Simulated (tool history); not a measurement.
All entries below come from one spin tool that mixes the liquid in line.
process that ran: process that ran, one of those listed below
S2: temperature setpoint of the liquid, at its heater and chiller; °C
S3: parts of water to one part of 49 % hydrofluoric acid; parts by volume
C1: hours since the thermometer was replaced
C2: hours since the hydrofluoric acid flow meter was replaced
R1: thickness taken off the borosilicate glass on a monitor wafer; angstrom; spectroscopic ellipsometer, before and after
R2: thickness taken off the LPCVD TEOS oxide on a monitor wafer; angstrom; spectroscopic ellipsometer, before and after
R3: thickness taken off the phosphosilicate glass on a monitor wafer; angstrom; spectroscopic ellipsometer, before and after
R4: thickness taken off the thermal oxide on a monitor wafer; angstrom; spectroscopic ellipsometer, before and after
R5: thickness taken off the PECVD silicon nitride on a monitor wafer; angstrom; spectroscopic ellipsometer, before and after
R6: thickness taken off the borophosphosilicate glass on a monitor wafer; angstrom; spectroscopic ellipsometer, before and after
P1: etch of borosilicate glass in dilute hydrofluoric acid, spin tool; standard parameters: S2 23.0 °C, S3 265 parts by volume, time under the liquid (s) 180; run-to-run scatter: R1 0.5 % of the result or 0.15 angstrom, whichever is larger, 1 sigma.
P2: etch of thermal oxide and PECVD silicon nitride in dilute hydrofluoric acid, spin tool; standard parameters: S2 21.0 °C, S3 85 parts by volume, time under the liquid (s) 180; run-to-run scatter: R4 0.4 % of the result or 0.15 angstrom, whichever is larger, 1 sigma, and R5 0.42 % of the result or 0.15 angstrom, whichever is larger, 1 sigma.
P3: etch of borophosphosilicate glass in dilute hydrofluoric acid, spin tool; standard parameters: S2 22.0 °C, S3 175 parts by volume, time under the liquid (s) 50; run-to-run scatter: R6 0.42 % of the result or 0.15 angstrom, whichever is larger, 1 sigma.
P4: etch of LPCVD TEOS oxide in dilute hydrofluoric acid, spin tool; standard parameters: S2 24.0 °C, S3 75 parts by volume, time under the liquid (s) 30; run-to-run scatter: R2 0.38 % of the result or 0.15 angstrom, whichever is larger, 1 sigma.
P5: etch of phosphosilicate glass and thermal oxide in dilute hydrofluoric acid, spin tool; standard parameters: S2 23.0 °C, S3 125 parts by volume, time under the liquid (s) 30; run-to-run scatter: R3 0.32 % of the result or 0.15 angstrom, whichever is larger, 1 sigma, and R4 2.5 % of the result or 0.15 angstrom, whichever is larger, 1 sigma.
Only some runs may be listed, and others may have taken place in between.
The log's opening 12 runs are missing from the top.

Run 13, day 5.225: process that ran P3, S2 30.0 °C, S3 175 parts by volume, time under the liquid (s) 50; C1 643.5; C2 640.6. Result: R6 270.090 angstrom.
Run 14, day 5.629: process that ran P1, S2 23.0 °C, S3 265 parts by volume, time under the liquid (s) 180; C1 653.2; C2 650.3. Result: R1 231.23 angstrom.
Run 15, day 6.104: process that ran P2, S2 21.0 °C, S3 85 parts by volume, time under the liquid (s) 180; C1 664.6; C2 661.7. Result: R4 87.2010 angstrom, R5 98.071 angstrom.
Run 16, day 6.596: process that ran P1, S2 29.0 °C, S3 380 parts by volume, time under the liquid (s) 180; C1 676.4; C2 673.5. Result: R1 175.66 angstrom.
Run 17, day 6.867: process that ran P2, S2 21.0 °C, S3 85 parts by volume, time under the liquid (s) 40; C1 682.9; C2 680.0. Result: R4 19.3890 angstrom, R5 21.544 angstrom.
Run 18, day 7.388: process that ran P1, S2 23.0 °C, S3 265 parts by volume, time under the liquid (s) 180; C1 695.4; C2 692.5. Result: R1 232.13 angstrom.
Run 19, day 7.796: process that ran P5, S2 23.0 °C, S3 190 parts by volume, time under the liquid (s) 30; C1 705.2; C2 702.3. Result: R3 171.48 angstrom, R4 6.2745 angstrom.
Run 20, day 8.083: process that ran P3, S2 22.0 °C, S3 175 parts by volume, time under the liquid (s) 50; C1 712.1; C2 709.2. Result: R6 200.380 angstrom.
Run 21, day 8.546: process that ran P1, S2 23.0 °C, S3 265 parts by volume, time under the liquid (s) 340; C1 723.2; C2 720.3. Result: R1 444.16 angstrom.
Run 22, day 9.129: process that ran P4, S2 24.0 °C, S3 75 parts by volume, time under the liquid (s) 30; C1 737.2; C2 734.3. Result: R2 176.170 angstrom.
Run 23, day 9.438: process that ran P1, S2 23.0 °C, S3 395 parts by volume, time under the liquid (s) 180; C1 744.6; C2 741.7. Result: R1 138.45 angstrom.
Run 24, day 9.775: process that ran P1, S2 23.0 °C, S3 265 parts by volume, time under the liquid (s) 180; C1 752.7; C2 749.8. Result: R1 231.51 angstrom.
Run 25, day 10.212: process that ran P4, S2 17.5 °C, S3 75 parts by volume, time under the liquid (s) 30; C1 763.2; C2 760.3. Result: R2 134.920 angstrom.
Run 26, day 10.779: process that ran P5, S2 23.0 °C, S3 125 parts by volume, time under the liquid (s) 30; C1 776.8; C2 773.9. Result: R3 283.37 angstrom, R4 10.8370 angstrom.
Run 27, day 11.154: process that ran P4, S2 24.0 °C, S3 75 parts by volume, time under the liquid (s) 30; C1 785.8; C2 782.9. Result: R2 177.340 angstrom.
Run 28, day 11.738: process that ran P2, S2 28.5 °C, S3 85 parts by volume, time under the liquid (s) 180; C1 799.8; C2 796.9. Result: R4 117.5400 angstrom, R5 161.660 angstrom.
Run 29, day 12.329: process that ran P1, S2 17.0 °C, S3 265 parts by volume, time under the liquid (s) 180; C1 814.0; C2 811.1. Result: R1 185.74 angstrom.
Run 30, day 12.588: process that ran P3, S2 22.0 °C, S3 320 parts by volume, time under the liquid (s) 50; C1 820.2; C2 817.3. Result: R6 95.176 angstrom.

Run 31 is up next; what results do you expect?
Run 31, day 12.929: process that ran P5, S2 23.0 °C, S3 125 parts by volume, time under the liquid (s) 15; C1 828.4; C2 825.5. Result: R3 ?, R4 ?.

{"run 31": {"R3": 140.83, "R4": 5.278}}
